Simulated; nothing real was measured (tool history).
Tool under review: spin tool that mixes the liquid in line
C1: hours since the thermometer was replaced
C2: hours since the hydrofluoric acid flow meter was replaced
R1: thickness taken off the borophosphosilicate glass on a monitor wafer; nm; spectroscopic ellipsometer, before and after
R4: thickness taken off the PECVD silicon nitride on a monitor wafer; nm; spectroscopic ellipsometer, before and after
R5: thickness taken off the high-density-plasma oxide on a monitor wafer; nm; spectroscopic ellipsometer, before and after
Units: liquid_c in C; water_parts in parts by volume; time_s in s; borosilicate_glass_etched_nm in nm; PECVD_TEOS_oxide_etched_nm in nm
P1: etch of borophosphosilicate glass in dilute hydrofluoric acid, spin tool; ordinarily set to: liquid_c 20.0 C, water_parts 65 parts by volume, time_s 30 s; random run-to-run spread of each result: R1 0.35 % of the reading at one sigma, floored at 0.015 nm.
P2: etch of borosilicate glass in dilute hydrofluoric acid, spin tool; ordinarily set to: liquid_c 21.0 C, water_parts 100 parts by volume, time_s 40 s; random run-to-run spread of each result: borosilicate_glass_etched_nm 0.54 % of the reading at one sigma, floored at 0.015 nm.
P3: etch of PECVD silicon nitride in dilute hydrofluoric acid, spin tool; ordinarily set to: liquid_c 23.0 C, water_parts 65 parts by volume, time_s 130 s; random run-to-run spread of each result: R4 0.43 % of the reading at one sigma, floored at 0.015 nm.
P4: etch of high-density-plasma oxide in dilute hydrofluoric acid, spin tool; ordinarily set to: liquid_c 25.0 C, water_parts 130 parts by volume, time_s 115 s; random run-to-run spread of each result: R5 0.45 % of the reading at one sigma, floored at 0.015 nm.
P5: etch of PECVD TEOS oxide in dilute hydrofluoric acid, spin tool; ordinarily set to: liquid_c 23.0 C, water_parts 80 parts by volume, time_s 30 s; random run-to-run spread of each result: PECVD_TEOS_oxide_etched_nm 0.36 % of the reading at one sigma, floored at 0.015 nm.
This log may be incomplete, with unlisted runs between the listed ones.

run 1 hour=13.0 | process=P1 liquid_c=20.0 water_parts=65 time_s=30 | C1=1337.6 C2=246.6 | R1=28.768
run 2 hour=21.6 | process=P1 liquid_c=20.0 water_parts=65 time_s=30 | C1=1346.2 C2=255.2 | R1=28.884
run 3 hour=34.9 | process=P2 liquid_c=21.0 water_parts=100 time_s=40 | C1=1359.5 C2=268.5 | borosilicate_glass_etched_nm=8.1932
run 4 hour=50.1 | process=P5 liquid_c=23.0 water_parts=80 time_s=15 | C1=1374.7 C2=283.7 | PECVD_TEOS_oxide_etched_nm=5.1298
run 5 hour=62.0 | process=P1 liquid_c=17.0 water_parts=65 time_s=30 | C1=1386.6 C2=295.6 | R1=25.402
run 6 hour=74.8 | process=P1 liquid_c=20.0 water_parts=65 time_s=30 | C1=1399.4 C2=308.4 | R1=28.661
run 7 hour=90.9 | process=P3 liquid_c=23.0 water_parts=65 time_s=225 | C1=1415.5 C2=324.5 | R4=13.7550
run 8 hour=102.3 | process=P1 liquid_c=20.0 water_parts=65 time_s=15 | C1=1426.9 C2=335.9 | R1=14.428
run 9 hour=111.2 | process=P2 liquid_c=21.0 water_parts=100 time_s=15 | C1=1435.8 C2=344.8 | borosilicate_glass_etched_nm=3.0805
run 10 hour=123.6 | process=P4 liquid_c=25.0 water_parts=130 time_s=115 | C1=1448.2 C2=357.2 | R5=5.5007
run 11 hour=135.6 | process=P5 liquid_c=23.0 water_parts=80 time_s=30 | C1=1460.2 C2=369.2 | PECVD_TEOS_oxide_etched_nm=10.2810
run 12 hour=147.1 | process=P3 liquid_c=28.0 water_parts=65 time_s=130 | C1=1471.7 C2=380.7 | R4=11.1080
run 13 hour=160.7 | process=P4 liquid_c=18.0 water_parts=130 time_s=115 | C1=1485.3 C2=394.3 | R5=4.1455
run 14 hour=177.0 | process=P1 liquid_c=17.0 water_parts=65 time_s=15 | C1=1501.6 C2=410.6 | R1=12.628
run 15 hour=190.4 | process=P2 liquid_c=21.0 water_parts=170 time_s=40 | C1=1515.0 C2=424.0 | borosilicate_glass_etched_nm=4.5272
run 16 hour=203.2 | process=P1 liquid_c=20.0 water_parts=65 time_s=30 | C1=1527.8 C2=436.8 | R1=28.735
run 17 hour=214.2 | process=P5 liquid_c=17.0 water_parts=80 time_s=30 | C1=1538.8 C2=447.8 | PECVD_TEOS_oxide_etched_nm=8.0603
run 18 hour=226.9 | process=P4 liquid_c=25.0 water_parts=70 time_s=115 | C1=1551.5 C2=460.5 | R5=11.0450
run 19 hour=239.7 | process=P5 liquid_c=23.0 water_parts=25 time_s=30 | C1=1564.3 C2=473.3 | PECVD_TEOS_oxide_etched_nm=35.2700
run 20 hour=250.5 | process=P1 liquid_c=20.0 water_parts=65 time_s=45 | C1=1575.1 C2=484.1 | R1=43.216
run 21 hour=266.8 | process=P3 liquid_c=23.0 water_parts=65 time_s=130 | C1=1591.4 C2=500.4 | R4=8.0100
run 22 hour=276.0 | process=P1 liquid_c=20.0 water_parts=65 time_s=30 | C1=1600.6 C2=509.6 | R1=28.794
run 23 hour=288.5 | process=P3 liquid_c=23.0 water_parts=65 time_s=130 | C1=1613.1 C2=522.1 | R4=7.9728
run 24 hour=307.3 | process=P4 liquid_c=25.0 water_parts=130 time_s=205 | C1=1631.9 C2=540.9 | R5=9.8519
run 25 hour=320.6 | process=P1 liquid_c=20.0 water_parts=65 time_s=30 | C1=1645.2 C2=554.2 | R1=28.749
run 26 hour=329.0 | process=P1 liquid_c=23.5 water_parts=65 time_s=15 | C1=1653.6 C2=562.6 | R1=16.726
run 27 hour=344.4 | process=P1 liquid_c=25.0 water_parts=65 time_s=30 | C1=1669.0 C2=578.0 | R1=35.593
run 28 hour=353.5 | process=P2 liquid_c=17.0 water_parts=100 time_s=40 | C1=1678.1 C2=587.1 | borosilicate_glass_etched_nm=6.9840
run 29 hour=364.3 | process=P3 liquid_c=23.0 water_parts=20 time_s=130 | C1=1688.9 C2=597.9 | R4=24.7840
run 30 hour=378.0 | process=P1 liquid_c=20.0 water_parts=100 time_s=30 | C1=1702.6 C2=611.6 | R1=18.063
run 31 hour=395.2 | process=P1 liquid_c=20.0 water_parts=25 time_s=30 | C1=1719.8 C2=628.8 | R1=78.649
run 32 hour=409.4 | process=P1 liquid_c=26.5 water_parts=20 time_s=30 | C1=1734.0 C2=643.0 | R1=129.510
run 33 hour=423.9 | process=P1 liquid_c=20.0 water_parts=65 time_s=30 | C1=1748.5 C2=657.5 | R1=28.715
run 34 hour=435.5 | process=P2 liquid_c=21.0 water_parts=100 time_s=40 | C1=1760.1 C2=669.1 | borosilicate_glass_etched_nm=8.1599
run 35 hour=449.9 | process=P1 liquid_c=20.0 water_parts=65 time_s=30 | C1=1774.5 C2=683.5 | R1=28.763
run 36 hour=459.4 | process=P1 liquid_c=20.0 water_parts=65 time_s=30 | C1=1784.0 C2=693.0 | R1=28.054
run 37 hour=477.3 | process=P1 liquid_c=20.0 water_parts=65 time_s=30 | C1=1801.9 C2=710.9 | R1=26.896
run 38 hour=495.6 | process=P1 liquid_c=20.0 water_parts=65 time_s=30 | C1=1820.2 C2=729.2 | R1=26.477
run 39 hour=513.5 | process=P1 liquid_c=20.0 water_parts=65 time_s=30 | C1=1838.1 C2=747.1 | R1=26.316
run 40 hour=525.5 | process=P1 liquid_c=20.0 water_parts=65 time_s=30 | C1=1850.1 C2=759.1 | R1=26.276
run 41 hour=538.5 | process=P1 liquid_c=20.0 water_parts=65 time_s=30 | C1=1863.1 C2=772.1 | R1=26.098
run 42 hour=557.1 | process=P1 liquid_c=20.0 water_parts=65 time_s=30 | C1=1881.7 C2=790.7 | R1=26.115

P1 no longer gives what it gave before; its output has crept away from where it was. The following 2 causes, each at its listed size, fit the log equally well:
A: hydrofluoric acid flow below the setpoint (%) = 8.74
B: liquid colder than its thermometer reads (K) = 2.33
The gradual shift began around hour 449.9.

Of the 4 check runs listed below, each run on one wafer and each result written as a question mark, which would let you distinguish the listed causes because they would give clearly different results?
run check 1 hour=575.7 | process=P5 liquid_c=23.0 water_parts=45 time_s=30 | PECVD_TEOS_oxide_etched_nm=?
run check 2 hour=575.7 | process=P4 liquid_c=18.0 water_parts=130 time_s=205 | R5=?
run check 3 hour=575.7 | process=P3 liquid_c=27.5 water_parts=65 time_s=200 | R4=?
run check 4 hour=575.7 | process=P2 liquid_c=21.0 water_parts=135 time_s=15 | borosilicate_glass_etched_nm=?

Check results expected under each cause:
check=check_1 result=PECVD_TEOS_oxide_etched_nm if_A=17.3910 if_B=17.3760
check=check_2 result=R5 if_A=6.7049 if_B=6.7539
check=check_3 result=R4 if_A=15.0410 if_B=14.1290
check=check_4 result=borosilicate_glass_etched_nm if_A=1.9833 if_B=2.0066
Per-check spread between the two closest causes, in the result where they differ most: check 1 0.09 %; check 2 0.73 %; check 3 6.25 %; check 4 1.17 %
The other checks would show nearly matching results whichever cause is true, so check 3 is the only one that separates the causes.

Running check 3 produced the following: R4 14.9750 nm. Which one of the listed causes fits?

The cause is A: hydrofluoric acid flow below the setpoint (%).

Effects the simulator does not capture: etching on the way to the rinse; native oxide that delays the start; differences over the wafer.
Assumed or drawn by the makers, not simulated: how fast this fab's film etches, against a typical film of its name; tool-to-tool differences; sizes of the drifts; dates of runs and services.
